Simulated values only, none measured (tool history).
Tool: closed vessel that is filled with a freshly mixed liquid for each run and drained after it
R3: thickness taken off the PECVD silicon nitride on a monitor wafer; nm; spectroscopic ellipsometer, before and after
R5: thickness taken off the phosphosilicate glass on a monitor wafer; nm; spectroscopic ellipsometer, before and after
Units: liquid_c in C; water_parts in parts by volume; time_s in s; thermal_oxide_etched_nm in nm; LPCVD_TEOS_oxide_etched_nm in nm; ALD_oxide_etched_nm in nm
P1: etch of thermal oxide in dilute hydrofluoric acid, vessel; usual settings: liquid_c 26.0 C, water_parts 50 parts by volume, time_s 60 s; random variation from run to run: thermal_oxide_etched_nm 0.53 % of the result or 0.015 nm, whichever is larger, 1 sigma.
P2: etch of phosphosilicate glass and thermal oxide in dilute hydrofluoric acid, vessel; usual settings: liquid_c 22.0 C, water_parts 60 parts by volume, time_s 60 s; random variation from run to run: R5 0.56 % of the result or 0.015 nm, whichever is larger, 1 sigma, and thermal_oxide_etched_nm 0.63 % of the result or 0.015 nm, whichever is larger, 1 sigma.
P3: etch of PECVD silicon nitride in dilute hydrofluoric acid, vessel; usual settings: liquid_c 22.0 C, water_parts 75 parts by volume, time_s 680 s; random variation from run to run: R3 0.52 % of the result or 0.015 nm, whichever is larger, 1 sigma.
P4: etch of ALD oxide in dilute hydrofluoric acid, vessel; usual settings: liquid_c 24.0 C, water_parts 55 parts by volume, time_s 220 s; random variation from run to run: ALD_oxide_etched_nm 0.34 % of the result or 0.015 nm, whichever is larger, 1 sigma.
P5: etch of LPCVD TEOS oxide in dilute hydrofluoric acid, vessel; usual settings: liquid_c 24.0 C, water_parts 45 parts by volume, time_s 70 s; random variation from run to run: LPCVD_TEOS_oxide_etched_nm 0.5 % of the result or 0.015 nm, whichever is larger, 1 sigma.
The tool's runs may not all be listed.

{"run": 1, "hour": 10.3, "process": "P1", "liquid_c": 26.0, "water_parts": 50, "time_s": 60, "thermal_oxide_etched_nm": 6.8791}
{"run": 2, "hour": 23.7, "process": "P5", "liquid_c": 24.0, "water_parts": 20, "time_s": 70, "LPCVD_TEOS_oxide_etched_nm": 71.311}
{"run": 3, "hour": 33.1, "process": "P5", "liquid_c": 24.0, "water_parts": 45, "time_s": 70, "LPCVD_TEOS_oxide_etched_nm": 30.9}
{"run": 4, "hour": 44.9, "process": "P1", "liquid_c": 20.0, "water_parts": 20, "time_s": 60, "thermal_oxide_etched_nm": 14.029}
{"run": 5, "hour": 57.8, "process": "P1", "liquid_c": 26.0, "water_parts": 50, "time_s": 60, "thermal_oxide_etched_nm": 6.9345}
{"run": 6, "hour": 69.8, "process": "P3", "liquid_c": 22.0, "water_parts": 25, "time_s": 680, "R3": 74.502}
{"run": 7, "hour": 79.4, "process": "P1", "liquid_c": 26.0, "water_parts": 50, "time_s": 115, "thermal_oxide_etched_nm": 13.246}
{"run": 8, "hour": 90.4, "process": "P4", "liquid_c": 24.0, "water_parts": 55, "time_s": 220, "ALD_oxide_etched_nm": 48.909}
{"run": 9, "hour": 97.8, "process": "P1", "liquid_c": 22.0, "water_parts": 50, "time_s": 60, "thermal_oxide_etched_nm": 5.8306}
{"run": 10, "hour": 106.2, "process": "P1", "liquid_c": 26.0, "water_parts": 50, "time_s": 60, "thermal_oxide_etched_nm": 6.8675}
{"run": 11, "hour": 114.8, "process": "P3", "liquid_c": 26.5, "water_parts": 75, "time_s": 680, "R3": 34.51}
{"run": 12, "hour": 125.7, "process": "P2", "liquid_c": 22.0, "water_parts": 60, "time_s": 60, "thermal_oxide_etched_nm": 4.3658, "R5": 124.75}
{"run": 13, "hour": 134.8, "process": "P4", "liquid_c": 20.5, "water_parts": 55, "time_s": 220, "ALD_oxide_etched_nm": 42.227}
{"run": 14, "hour": 148.0, "process": "P3", "liquid_c": 22.0, "water_parts": 75, "time_s": 70, "R3": 2.6377}
{"run": 15, "hour": 156.6, "process": "P2", "liquid_c": 22.0, "water_parts": 35, "time_s": 60, "thermal_oxide_etched_nm": 7.6504, "R5": 221.68}
{"run": 16, "hour": 166.2, "process": "P3", "liquid_c": 22.0, "water_parts": 75, "time_s": 680, "R3": 25.588}
{"run": 17, "hour": 179.7, "process": "P1", "liquid_c": 26.0, "water_parts": 70, "time_s": 60, "thermal_oxide_etched_nm": 4.8212}
{"run": 18, "hour": 186.3, "process": "P2", "liquid_c": 22.0, "water_parts": 60, "time_s": 60, "thermal_oxide_etched_nm": 4.3262, "R5": 125.13}
{"run": 19, "hour": 199.7, "process": "P2", "liquid_c": 22.0, "water_parts": 60, "time_s": 30, "thermal_oxide_etched_nm": 2.1903, "R5": 63.008}
{"run": 20, "hour": 210.5, "process": "P4", "liquid_c": 24.0, "water_parts": 55, "time_s": 45, "ALD_oxide_etched_nm": 10.06}
{"run": 21, "hour": 219.4, "process": "P5", "liquid_c": 31.0, "water_parts": 45, "time_s": 70, "LPCVD_TEOS_oxide_etched_nm": 40.822}
{"run": 22, "hour": 232.0, "process": "P1", "liquid_c": 26.0, "water_parts": 35, "time_s": 30, "thermal_oxide_etched_nm": 4.9846}
{"run": 23, "hour": 245.5, "process": "P1", "liquid_c": 26.0, "water_parts": 50, "time_s": 30, "thermal_oxide_etched_nm": 3.4899}
{"run": 24, "hour": 256.0, "process": "P1", "liquid_c": 26.0, "water_parts": 50, "time_s": 60, "thermal_oxide_etched_nm": 6.9232}
{"run": 25, "hour": 263.3, "process": "P1", "liquid_c": 30.5, "water_parts": 50, "time_s": 60, "thermal_oxide_etched_nm": 8.1903}
{"run": 26, "hour": 272.4, "process": "P1", "liquid_c": 26.0, "water_parts": 30, "time_s": 60, "thermal_oxide_etched_nm": 11.885}
{"run": 27, "hour": 279.8, "process": "P4", "liquid_c": 24.0, "water_parts": 95, "time_s": 220, "ALD_oxide_etched_nm": 27.12}
{"run": 28, "hour": 288.0, "process": "P2", "liquid_c": 26.5, "water_parts": 60, "time_s": 60, "thermal_oxide_etched_nm": 5.2465, "R5": 151.42}
{"run": 29, "hour": 298.8, "process": "P1", "liquid_c": 26.0, "water_parts": 50, "time_s": 60, "thermal_oxide_etched_nm": 6.9476}
{"run": 30, "hour": 308.6, "process": "P3", "liquid_c": 22.0, "water_parts": 75, "time_s": 680, "R3": 25.568}
{"run": 31, "hour": 316.5, "process": "P5", "liquid_c": 24.0, "water_parts": 45, "time_s": 30, "LPCVD_TEOS_oxide_etched_nm": 13.165}
{"run": 32, "hour": 323.8, "process": "P1", "liquid_c": 26.0, "water_parts": 50, "time_s": 60, "thermal_oxide_etched_nm": 6.891}
{"run": 33, "hour": 332.3, "process": "P1", "liquid_c": 26.0, "water_parts": 50, "time_s": 60, "thermal_oxide_etched_nm": 6.6621}
{"run": 34, "hour": 345.0, "process": "P1", "liquid_c": 26.0, "water_parts": 50, "time_s": 60, "thermal_oxide_etched_nm": 6.5047}
{"run": 35, "hour": 351.6, "process": "P1", "liquid_c": 26.0, "water_parts": 50, "time_s": 60, "thermal_oxide_etched_nm": 6.471}
{"run": 36, "hour": 365.3, "process": "P1", "liquid_c": 26.0, "water_parts": 50, "time_s": 60, "thermal_oxide_etched_nm": 6.3466}
{"run": 37, "hour": 373.4, "process": "P1", "liquid_c": 26.0, "water_parts": 50, "time_s": 60, "thermal_oxide_etched_nm": 6.2993}
{"run": 38, "hour": 386.6, "process": "P1", "liquid_c": 26.0, "water_parts": 50, "time_s": 60, "thermal_oxide_etched_nm": 6.2662}
{"run": 39, "hour": 399.2, "process": "P1", "liquid_c": 26.0, "water_parts": 50, "time_s": 60, "thermal_oxide_etched_nm": 6.2184}
{"run": 40, "hour": 408.2, "process": "P1", "liquid_c": 26.0, "water_parts": 50, "time_s": 60, "thermal_oxide_etched_nm": 6.2364}
{"run": 41, "hour": 414.2, "process": "P1", "liquid_c": 26.0, "water_parts": 50, "time_s": 60, "thermal_oxide_etched_nm": 6.1977}

What P1 gives has crept away from where it was. These 2 causes fit the log equally well, each at the size given:
A: hydrofluoric acid flow below the setpoint (%) = 8.87
B: liquid colder than its thermometer reads (K) = 2.44
The creep began at about hour 323.8.

4 check runs are offered, one wafer each, their results left as question marks. Which one tells the causes apart?
{"run": "check 1", "hour": 420.2, "process": "P3", "liquid_c": 22.0, "water_parts": 75, "time_s": 680, "R3": "?"}
{"run": "check 2", "hour": 420.2, "process": "P2", "liquid_c": 22.0, "water_parts": 60, "time_s": 60, "thermal_oxide_etched_nm": "?", "R5": "?"}
{"run": "check 3", "hour": 420.2, "process": "P5", "liquid_c": 24.0, "water_parts": 45, "time_s": 70, "LPCVD_TEOS_oxide_etched_nm": "?"}
{"run": "check 4", "hour": 420.2, "process": "P4", "liquid_c": 24.0, "water_parts": 55, "time_s": 220, "ALD_oxide_etched_nm": "?"}

What each check would give under each cause:
check=check_1 result=R3 if_A=23.3770 if_B=21.6730
check=check_2 result=thermal_oxide_etched_nm if_A=3.9095 if_B=3.9011
check=check_2 result=R5 if_A=113.110 if_B=112.870
check=check_3 result=LPCVD_TEOS_oxide_etched_nm if_A=27.851 if_B=27.766
check=check_4 result=ALD_oxide_etched_nm if_A=44.483 if_B=44.431
How far apart the two closest causes lie, in the result that separates them most: check 1 7.57 %; check 2 0.21 %; check 3 0.31 %; check 4 0.12 %
Check 1 tells the causes apart: in the others they would give nearly the same result.

Check 1 was then run and gave: R3 23.3300 nm. Which cause is it?

It is A: hydrofluoric acid flow below the setpoint (%).

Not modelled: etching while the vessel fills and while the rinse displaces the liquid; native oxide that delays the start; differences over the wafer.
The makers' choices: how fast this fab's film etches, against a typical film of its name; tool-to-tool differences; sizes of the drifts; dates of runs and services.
